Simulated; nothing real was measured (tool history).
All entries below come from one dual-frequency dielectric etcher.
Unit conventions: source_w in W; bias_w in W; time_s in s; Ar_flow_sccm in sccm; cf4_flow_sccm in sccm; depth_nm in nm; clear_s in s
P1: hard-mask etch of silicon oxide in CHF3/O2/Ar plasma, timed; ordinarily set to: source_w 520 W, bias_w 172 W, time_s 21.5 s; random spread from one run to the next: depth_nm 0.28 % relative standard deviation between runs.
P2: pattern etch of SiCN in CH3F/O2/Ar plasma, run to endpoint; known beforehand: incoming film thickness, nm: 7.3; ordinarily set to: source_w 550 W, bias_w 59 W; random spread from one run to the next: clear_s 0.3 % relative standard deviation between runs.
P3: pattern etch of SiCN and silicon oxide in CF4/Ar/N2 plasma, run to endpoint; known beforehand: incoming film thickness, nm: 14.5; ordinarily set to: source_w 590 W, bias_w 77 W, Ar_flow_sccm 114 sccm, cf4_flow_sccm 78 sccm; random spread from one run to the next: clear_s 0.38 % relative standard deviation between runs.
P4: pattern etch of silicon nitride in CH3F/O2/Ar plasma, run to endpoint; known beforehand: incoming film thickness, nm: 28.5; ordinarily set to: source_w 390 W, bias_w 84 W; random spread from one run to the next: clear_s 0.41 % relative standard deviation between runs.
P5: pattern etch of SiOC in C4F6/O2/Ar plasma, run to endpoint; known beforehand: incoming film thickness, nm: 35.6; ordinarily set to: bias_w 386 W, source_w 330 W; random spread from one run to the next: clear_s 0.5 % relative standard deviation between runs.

run,hour,process,source_w,bias_w,time_s,Ar_flow_sccm,cf4_flow_sccm,depth_nm,clear_s
1,7.9,P1,520,172,21.5,,,40.407,
2,13.3,P1,520,128,21.5,,,36.820,
3,21.3,P1,520,172,30.0,,,56.460,
4,32.0,P1,520,172,21.5,,,40.457,
5,37.9,P4,230,84,,,,,48.718
6,46.3,P4,390,49,,,,,47.446
7,58.5,P1,520,172,21.5,,,40.422,
8,68.1,P1,520,172,21.5,,,40.576,
9,73.9,P3,590,51,,114,78,,15.311
10,80.3,P2,550,59,,,,,18.516
# hour 85.2: wet clean of the chamber
11,88.1,P3,590,77,,75,78,,12.697
12,96.1,P4,390,84,,,,,39.431
# hour 100.9: source power generator calibrated
13,103.3,P5,440,386,,,,,12.840
14,114.9,P2,340,59,,,,,22.376
15,122.0,P1,630,172,21.5,,,43.535,
16,132.9,P1,370,172,21.5,,,35.543,
17,143.8,P1,620,172,13.5,,,27.292,
18,152.0,P3,590,77,,114,96,,13.031
19,164.2,P1,520,172,21.5,,,40.561,
20,176.0,P5,330,386,,,,,14.310
21,184.4,P5,330,386,,,,,14.076
22,194.9,P2,550,77,,,,,16.935
23,205.2,P5,330,496,,,,,12.841
24,212.4,P1,520,136,26.5,,,46.184,
25,220.8,P1,520,172,12.0,,,22.572,
26,227.5,P1,520,229,21.5,,,44.754,
27,238.7,P1,520,172,21.5,,,40.350,
28,249.1,P3,360,77,,114,78,,20.713
29,260.0,P3,590,77,,114,78,,13.414
30,271.2,P1,520,172,21.5,,,40.373,
31,280.0,P1,520,172,21.5,,,40.658,
32,290.3,P1,520,172,21.5,,,40.785,
33,300.1,P1,520,172,21.5,,,41.000,
34,305.9,P1,520,172,21.5,,,41.073,
35,312.3,P1,520,172,21.5,,,40.998,
36,322.7,P1,520,172,21.5,,,41.143,
37,332.4,P1,520,172,21.5,,,41.227,
# hour 336.4: wet clean of the chamber
38,338.3,P1,520,172,21.5,,,41.122,
39,349.8,P1,520,172,21.5,,,41.010,
40,357.2,P1,520,172,21.5,,,41.032,
41,367.0,P1,520,172,21.5,,,40.908,

The log shows P1 creeping away from where it was. Any of the 2 causes listed here, at the size stated for it, fits the log just as well as the others:
A: source power that arrives over what is set, % = 3.71
B: bias power that arrives over what is set, % = 4.21
The onset of the drift is placed at about hour 271.2.
Each remaining cause and why it is not a fit:
chamber walls in a state that raises the etch rate, %: its service at hour 336.4 followed the start of the drift and did not put the process back to its old value

Of the 4 check runs below, each run on 2 wafers with the results averaged and each result still a question mark, which one would tell the listed causes apart?
check 1,376.8,P2,410,68,,,,,?
check 2,376.8,P4,240,63,,,,,?
check 3,376.8,P5,440,386,,,,,?
check 4,376.8,P3,590,51,,80,78,,?

If the cause were each of the candidates in turn, the checks would give the following:
check,result,if A,if B
check 1,clear_s,19.515,19.502
check 2,clear_s,51.948,51.919
check 3,clear_s,12.565,12.550
check 4,clear_s,13.995,14.290
Minimum pairwise separation of causes per check, each pair taken at its best-separating result: check 1 0.07 %; check 2 0.06 %; check 3 0.11 %; check 4 2.09 %
Only check 4 tells the causes apart: in the others they would give nearly the same result.

After running check 4, the following was obtained: clear_s 13.931 s. Which cause does this point to?

A is the cause: source power that arrives over what is set, %.
